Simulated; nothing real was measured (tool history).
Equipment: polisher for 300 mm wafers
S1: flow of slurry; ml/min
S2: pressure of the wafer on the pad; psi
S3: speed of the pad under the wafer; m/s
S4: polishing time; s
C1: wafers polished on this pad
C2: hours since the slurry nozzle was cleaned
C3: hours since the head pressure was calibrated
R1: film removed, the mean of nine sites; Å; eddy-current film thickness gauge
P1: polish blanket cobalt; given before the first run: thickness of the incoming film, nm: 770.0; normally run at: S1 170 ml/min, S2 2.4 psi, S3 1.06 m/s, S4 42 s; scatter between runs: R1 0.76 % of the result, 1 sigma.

Run 1, hour 5.1: S1 170 ml/min, S2 2.4 psi, S3 1.06 m/s, S4 42 s; C1 751; C2 225.5; C3 868. Result: R1 2256.6 Å.
Run 2, hour 10.5: S1 100 ml/min, S2 2.4 psi, S3 1.06 m/s, S4 42 s; C1 809; C2 230.9; C3 873.4. Result: R1 2037.2 Å.
Run 3, hour 15.8: S1 170 ml/min, S2 3.5 psi, S3 1.06 m/s, S4 42 s; C1 866; C2 236.2; C3 878.7. Result: R1 3340 Å.
Run 4, hour 20.3: S1 170 ml/min, S2 2.4 psi, S3 1.06 m/s, S4 42 s; C1 915; C2 240.7; C3 883.2. Result: R1 2269.9 Å.
Run 5, hour 27.8: S1 170 ml/min, S2 2.4 psi, S3 1.06 m/s, S4 42 s; C1 995; C2 248.2; C3 890.7. Result: R1 2252 Å.
Run 6, hour 35.7: S1 170 ml/min, S2 2.4 psi, S3 1.06 m/s, S4 19 s; C1 1080; C2 256.1; C3 898.6. Result: R1 1027.2 Å.
Run 7, hour 42.2: S1 170 ml/min, S2 2.4 psi, S3 1.06 m/s, S4 59 s; C1 1150; C2 262.6; C3 905.1. Result: R1 3190.5 Å.
Run 8, hour 48.2: S1 170 ml/min, S2 2.4 psi, S3 1.06 m/s, S4 42 s; C1 1215; C2 268.6; C3 911.1. Result: R1 2259.8 Å.
Run 9, hour 56.4: S1 170 ml/min, S2 2.4 psi, S3 1.06 m/s, S4 42 s; C1 1303; C2 276.8; C3 919.3. Result: R1 2263.6 Å.
Run 10, hour 64.2: S1 240 ml/min, S2 2.4 psi, S3 1.06 m/s, S4 42 s; C1 1387; C2 284.6; C3 927.1. Result: R1 2353.9 Å.
At hour 65.6: head pressure recalibrated.
Run 11, hour 71: S1 170 ml/min, S2 2.4 psi, S3 1.06 m/s, S4 42 s; C1 1460; C2 291.4; C3 5.4. Result: R1 2268 Å.
Run 12, hour 77.3: S1 170 ml/min, S2 3.3 psi, S3 1.06 m/s, S4 29 s; C1 1528; C2 297.7; C3 11.7. Result: R1 2153.2 Å.
Run 13, hour 81.4: S1 170 ml/min, S2 2.4 psi, S3 0.6 m/s, S4 42 s; C1 1572; C2 301.8; C3 15.8. Result: R1 1277.5 Å.
Run 14, hour 88.4: S1 170 ml/min, S2 1.5 psi, S3 1.06 m/s, S4 42 s; C1 1647; C2 308.8; C3 22.8. Result: R1 1415.6 Å.
Run 15, hour 96.3: S1 170 ml/min, S2 2.4 psi, S3 1.64 m/s, S4 42 s; C1 1732; C2 316.7; C3 30.7. Result: R1 3484.6 Å.
Run 16, hour 101: S1 170 ml/min, S2 2.4 psi, S3 1.06 m/s, S4 42 s; C1 1783; C2 321.4; C3 35.4. Result: R1 2243.4 Å.
Run 17, hour 105.8: S1 170 ml/min, S2 2.4 psi, S3 1.06 m/s, S4 42 s; C1 1835; C2 326.2; C3 40.2. Result: R1 2244.1 Å.
Run 18, hour 113.6: S1 170 ml/min, S2 2.4 psi, S3 1.06 m/s, S4 42 s; C1 1919; C2 334; C3 48. Result: R1 2199.3 Å.
Run 19, hour 121.5: S1 170 ml/min, S2 2.4 psi, S3 1.06 m/s, S4 42 s; C1 2004; C2 341.9; C3 55.9. Result: R1 2156.7 Å.
At hour 127.5: head pressure recalibrated.
Run 20, hour 128.7: S1 170 ml/min, S2 2.4 psi, S3 1.06 m/s, S4 42 s; C1 2081; C2 349.1; C3 1.3. Result: R1 2132.4 Å.
Run 21, hour 134.9: S1 170 ml/min, S2 2.4 psi, S3 1.06 m/s, S4 42 s; C1 2148; C2 355.3; C3 7.5. Result: R1 2139.4 Å.
Run 22, hour 139.2: S1 170 ml/min, S2 2.4 psi, S3 1.06 m/s, S4 42 s; C1 2194; C2 359.6; C3 11.8. Result: R1 2143 Å.
Run 23, hour 144.7: S1 170 ml/min, S2 2.4 psi, S3 1.06 m/s, S4 42 s; C1 2253; C2 365.1; C3 17.3. Result: R1 2164.4 Å.
Run 24, hour 152.6: S1 170 ml/min, S2 2.4 psi, S3 1.06 m/s, S4 42 s; C1 2338; C2 373; C3 25.2. Result: R1 2119.5 Å.

P1 no longer gives what it gave before; its output has crept away from where it was. The following 2 causes, each at its listed size, fit the log equally well:
A: slurry flow missing at the pad, % = 30
B: removal rate lost through wear of the pad, % = 6.3
The gradual shift began around hour 101.
All other causes, with the reason each is excluded:
head's pressure below its setpoint, %: its service at hour 127.5 followed the start of the drift and did not put the process back to its old value

4 check runs are offered, each on 5 wafers whose results are averaged, their results left as question marks. Which one tells the causes apart?
Run check 1, hour 160.5: S1 170 ml/min, S2 2.4 psi, S3 1.34 m/s, S4 33 s. Result: R1 ?.
Run check 2, hour 160.5: S1 170 ml/min, S2 1.7 psi, S3 0.62 m/s, S4 42 s. Result: R1 ?.
Run check 3, hour 160.5: S1 170 ml/min, S2 1.9 psi, S3 1.54 m/s, S4 42 s. Result: R1 ?.
Run check 4, hour 160.5: S1 115 ml/min, S2 2.4 psi, S3 1.06 m/s, S4 42 s. Result: R1 ?.

If the cause were each of the candidates in turn, the checks would give the following:
  check  result    if A    if B
check 1      R1  2107.8  2107.7
check 2      R1   879.2  879.17
check 3      R1  2440.7  2440.7
check 4      R1  1920.5  1973.7
Minimum pairwise separation of causes per check, each pair taken at its best-separating result: check 1 0 %; check 2 0 %; check 3 0 %; check 4 2.73 %
Only in check 4 would the causes give clearly different results; in the remaining checks their results would be nearly the same.

Check 4 has now been run. It gave: R1 1926 Å. Which of the candidate causes is it?

It was cause A: slurry flow missing at the pad, %.

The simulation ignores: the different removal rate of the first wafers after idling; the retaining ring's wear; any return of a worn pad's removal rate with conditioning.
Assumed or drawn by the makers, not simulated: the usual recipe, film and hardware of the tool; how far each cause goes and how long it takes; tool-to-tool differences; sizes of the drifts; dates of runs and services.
